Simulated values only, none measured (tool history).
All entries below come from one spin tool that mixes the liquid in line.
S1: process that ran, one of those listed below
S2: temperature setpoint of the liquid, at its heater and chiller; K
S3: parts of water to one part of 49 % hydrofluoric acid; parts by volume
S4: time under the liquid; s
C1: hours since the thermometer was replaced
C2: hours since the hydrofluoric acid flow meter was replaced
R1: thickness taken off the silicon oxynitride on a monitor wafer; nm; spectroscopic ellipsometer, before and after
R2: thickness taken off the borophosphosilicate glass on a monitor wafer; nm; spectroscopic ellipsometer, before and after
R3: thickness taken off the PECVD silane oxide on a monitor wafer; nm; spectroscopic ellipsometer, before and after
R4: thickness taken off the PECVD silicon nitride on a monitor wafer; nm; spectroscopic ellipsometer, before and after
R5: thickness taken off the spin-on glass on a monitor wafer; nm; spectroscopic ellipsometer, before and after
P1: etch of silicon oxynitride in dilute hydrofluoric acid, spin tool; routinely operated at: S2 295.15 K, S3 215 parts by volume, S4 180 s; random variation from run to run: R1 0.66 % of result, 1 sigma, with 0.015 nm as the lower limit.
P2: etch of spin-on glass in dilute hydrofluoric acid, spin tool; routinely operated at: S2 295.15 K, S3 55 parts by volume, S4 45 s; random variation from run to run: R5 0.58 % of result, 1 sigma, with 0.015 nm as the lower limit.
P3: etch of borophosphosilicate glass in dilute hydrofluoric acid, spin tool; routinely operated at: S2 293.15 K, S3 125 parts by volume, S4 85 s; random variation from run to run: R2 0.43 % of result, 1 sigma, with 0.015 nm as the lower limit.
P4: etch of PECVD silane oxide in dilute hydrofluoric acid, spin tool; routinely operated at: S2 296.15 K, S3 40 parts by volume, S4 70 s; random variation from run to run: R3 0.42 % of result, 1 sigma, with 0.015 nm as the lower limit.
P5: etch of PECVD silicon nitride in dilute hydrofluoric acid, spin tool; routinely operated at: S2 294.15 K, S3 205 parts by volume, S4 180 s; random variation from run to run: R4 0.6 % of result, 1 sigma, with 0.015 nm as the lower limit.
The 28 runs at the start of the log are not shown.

run   hour  S1      S2   S3   S4     C1     C2      R1     R2      R3  R4      R5
 29  167.6  P2  295.15   55   45  400.2  843.6                             43.357
 30  174.2  P3  293.15  125  145  406.8  850.2          31.37
 31  181.9  P1  295.15  215  180  414.5  857.9  3.3237
 32  189.4  P1  290.15  125  180    422  865.4  4.7427
 33  196.7  P4  296.15   40  135  429.3  872.7                 52.237
 34  203.2  P1  295.15  215  180  435.8  879.2  3.3304
 35  209.2  P1  295.15  215  180  441.8  885.2   3.226
 36  216.7  P1  295.15  215  180  449.3  892.7   3.067
 37  223.1  P1  295.15  215  180  455.7  899.1  3.0299
 38  227.1  P1  295.15  215  180  459.7  903.1  3.0099
 39  233.9  P1  295.15  215  180  466.5  909.9  3.0017
 40  239.1  P1  295.15  215  180  471.7  915.1  2.9649
 41  244.3  P1  295.15  215  180  476.9  920.3  2.9502
 42  248.1  P1  295.15  215  180  480.7  924.1  2.9773
 43  254.5  P1  295.15  215  180  487.1  930.5  2.9387
 44    260  P1  295.15  215  180  492.6    936  2.9681

For run 45, what comes out?
 45  265.4  P1  295.15  215  180  498  941.4   ?

{"run 45": {"R1": 2.9795}}
